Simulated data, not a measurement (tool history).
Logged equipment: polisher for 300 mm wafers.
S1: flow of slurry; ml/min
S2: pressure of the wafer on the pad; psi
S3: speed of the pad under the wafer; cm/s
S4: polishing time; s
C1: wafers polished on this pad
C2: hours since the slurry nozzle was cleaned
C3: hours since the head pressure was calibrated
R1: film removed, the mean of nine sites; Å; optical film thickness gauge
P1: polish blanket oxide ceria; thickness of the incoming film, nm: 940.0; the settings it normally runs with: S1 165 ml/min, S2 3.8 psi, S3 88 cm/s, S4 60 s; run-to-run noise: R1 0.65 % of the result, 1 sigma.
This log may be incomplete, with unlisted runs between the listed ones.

run	hour	S1	S2	S3	S4	C1	C2	C3	R1
1	6.3	165	3.8	88	60	419	226.2	361.1	2398.6
2	12.9	165	5.6	88	29	500	232.8	367.7	1736.9
3	20.3	100	3.8	88	60	592	240.2	375.1	2184.7
4	26.6	165	3.8	88	27	670	246.5	381.4	1091.7
5	32.9	165	3.8	88	60	748	252.8	387.7	2410.8
6	42.6	165	3.8	88	94	868	262.5	397.4	3793.1
7	47.8	165	2.5	88	60	933	267.7	402.6	1590.3
8	55.5	210	3.8	88	60	1028	275.4	410.3	2498.1
# hour 62.9: head pressure recalibrated
9	63.1	165	3.8	88	60	1122	283	0.3	2388.4
10	67.7	165	3.8	88	60	1179	287.6	4.9	2427.9
11	76.2	165	3.8	56	60	1284	296.1	13.4	1544.8
12	83.7	165	3.8	88	60	1377	303.6	20.9	2404.4
13	88.6	165	3.8	138	60	1438	308.5	25.8	3763.9
14	94.2	100	3.8	88	42	1507	314.1	31.4	1535
15	102.6	165	3.8	88	60	1611	322.5	39.8	2404.7
16	107	100	3.8	88	90	1666	326.9	44.2	3288.8
17	113.2	165	5.9	88	60	1742	333.1	50.4	3749.7
18	117.8	165	3.8	88	60	1799	337.7	55	2423.4
19	126.1	165	3.8	88	60	1902	346	63.3	2305.6
20	133.6	165	3.8	88	60	1995	353.5	70.8	2316.4
21	140.7	165	3.8	88	60	2083	360.6	77.9	2258.4
22	149.1	165	3.8	88	60	2187	369	86.3	2289.1
23	158.1	165	3.8	88	60	2298	378	95.3	2257.3
# hour 164.3: head pressure recalibrated
24	165.5	165	3.8	88	60	2390	385.4	1.3	2245.3
25	170.2	165	3.8	88	60	2448	390.1	6	2239.9
26	175.2	165	3.8	88	60	2510	395.1	11	2279.1
27	180.8	165	3.8	88	60	2580	400.7	16.6	2229.3

P1 no longer gives what it gave before; its output has crept away from where it was. The following 2 causes, each at its listed size, fit the log equally well:
A: removal rate lost through wear of the pad, % = 7.28
B: slurry flow missing at the pad, % = 32.8
The gradual shift began around hour 117.8.
All other causes, with the reason each is excluded:
head's pressure below its setpoint, %: work on it at hour 164.3, done after the drift set in, did not restore what the process gave before

4 check runs are offered, each on 2 wafers whose results are averaged, their results left as question marks. Which one tells the causes apart?
check 1	186.4	165	5.6	88	60				?
check 2	186.4	165	2.9	88	73				?
check 3	186.4	165	3.8	132	92				?
check 4	186.4	105	3.8	88	60				?

Check results expected under each cause:
check	result	if A	if B
check 1	R1	3303.6	3303.4
check 2	R1	2081.5	2081.3
check 3	R1	5156	5155.6
check 4	R1	2052.2	1976.6
Per check, the gap between the least separated pair of causes, taken in the result that splits them most: check 1 0.01 %; check 2 0.01 %; check 3 0.01 %; check 4 3.75 %
The other checks would show nearly matching results whichever cause is true, so check 4 is the only one that separates the causes.

Here is what check 4 returned: R1 2061.9 Å. Which cause is it?

The cause is A: removal rate lost through wear of the pad, %.
